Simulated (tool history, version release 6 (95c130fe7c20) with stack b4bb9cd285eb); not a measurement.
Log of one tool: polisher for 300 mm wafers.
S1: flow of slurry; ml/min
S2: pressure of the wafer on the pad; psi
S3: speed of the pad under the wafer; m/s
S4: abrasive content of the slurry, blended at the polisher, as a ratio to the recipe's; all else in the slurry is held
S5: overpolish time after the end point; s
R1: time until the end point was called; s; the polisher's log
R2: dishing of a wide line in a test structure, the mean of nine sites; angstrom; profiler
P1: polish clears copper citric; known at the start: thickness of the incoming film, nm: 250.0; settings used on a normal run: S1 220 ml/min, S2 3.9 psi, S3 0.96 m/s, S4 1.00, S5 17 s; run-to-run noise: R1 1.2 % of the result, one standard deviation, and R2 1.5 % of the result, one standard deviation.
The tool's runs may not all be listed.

run 1 hour=9.0 | S1=220 S2=3.9 S3=0.96 S4=1.00 S5=17 | R1=73.651 R2=378.29
run 2 hour=23.1 | S1=220 S2=3.9 S3=0.96 S4=1.45 S5=17 | R1=69.361 R2=404.96
run 3 hour=31.6 | S1=145 S2=3.9 S3=0.96 S4=1.00 S5=5 | R1=79.246 R2=118.66
run 4 hour=48.0 | S1=220 S2=3.9 S3=0.96 S4=1.00 S5=31 | R1=75.925 R2=607.40
run 5 hour=59.9 | S1=220 S2=3.9 S3=0.96 S4=1.00 S5=17 | R1=73.212 R2=369.98
run 6 hour=74.7 | S1=220 S2=3.9 S3=0.96 S4=1.00 S5=17 | R1=74.680 R2=374.08
run 7 hour=92.0 | S1=220 S2=2.5 S3=0.96 S4=1.00 S5=17 | R1=113.940 R2=258.30
run 8 hour=108.2 | S1=290 S2=3.9 S3=0.96 S4=1.00 S5=17 | R1=73.692 R2=379.39
run 9 hour=125.8 | S1=220 S2=3.9 S3=0.96 S4=1.00 S5=5 | R1=75.020 R2=126.80
run 10 hour=141.2 | S1=220 S2=3.9 S3=0.96 S4=1.00 S5=17 | R1=74.632 R2=372.51
run 11 hour=157.1 | S1=220 S2=3.9 S3=0.46 S4=1.00 S5=17 | R1=150.590 R2=206.66
run 12 hour=171.0 | S1=220 S2=5.8 S3=0.96 S4=1.00 S5=17 | R1=50.700 R2=516.30
run 13 hour=182.1 | S1=220 S2=3.9 S3=0.96 S4=0.75 S5=17 | R1=79.318 R2=350.27
-- hour=182.8 slurry nozzle cleaned
run 14 hour=195.3 | S1=220 S2=3.9 S3=0.96 S4=1.30 S5=27 | R1=68.541 R2=559.73
run 15 hour=211.5 | S1=220 S2=3.9 S3=1.46 S4=1.00 S5=17 | R1=49.026 R2=515.15
run 16 hour=229.1 | S1=130 S2=3.9 S3=0.96 S4=1.00 S5=17 | R1=81.184 R2=345.79
run 17 hour=238.5 | S1=220 S2=3.9 S3=0.96 S4=1.00 S5=17 | R1=72.856 R2=373.61
run 18 hour=253.1 | S1=220 S2=3.9 S3=0.96 S4=1.00 S5=17 | R1=74.077 R2=374.17
run 19 hour=260.9 | S1=220 S2=3.9 S3=0.96 S4=1.00 S5=17 | R1=76.095 R2=369.61

Forecast run 20:
run 20 hour=276.9 | S1=220 S2=3.9 S3=0.96 S4=1.00 S5=17 | R1=? R2=?

Run 20 came out at R1 78.587 s, R2 356.22 angstrom.

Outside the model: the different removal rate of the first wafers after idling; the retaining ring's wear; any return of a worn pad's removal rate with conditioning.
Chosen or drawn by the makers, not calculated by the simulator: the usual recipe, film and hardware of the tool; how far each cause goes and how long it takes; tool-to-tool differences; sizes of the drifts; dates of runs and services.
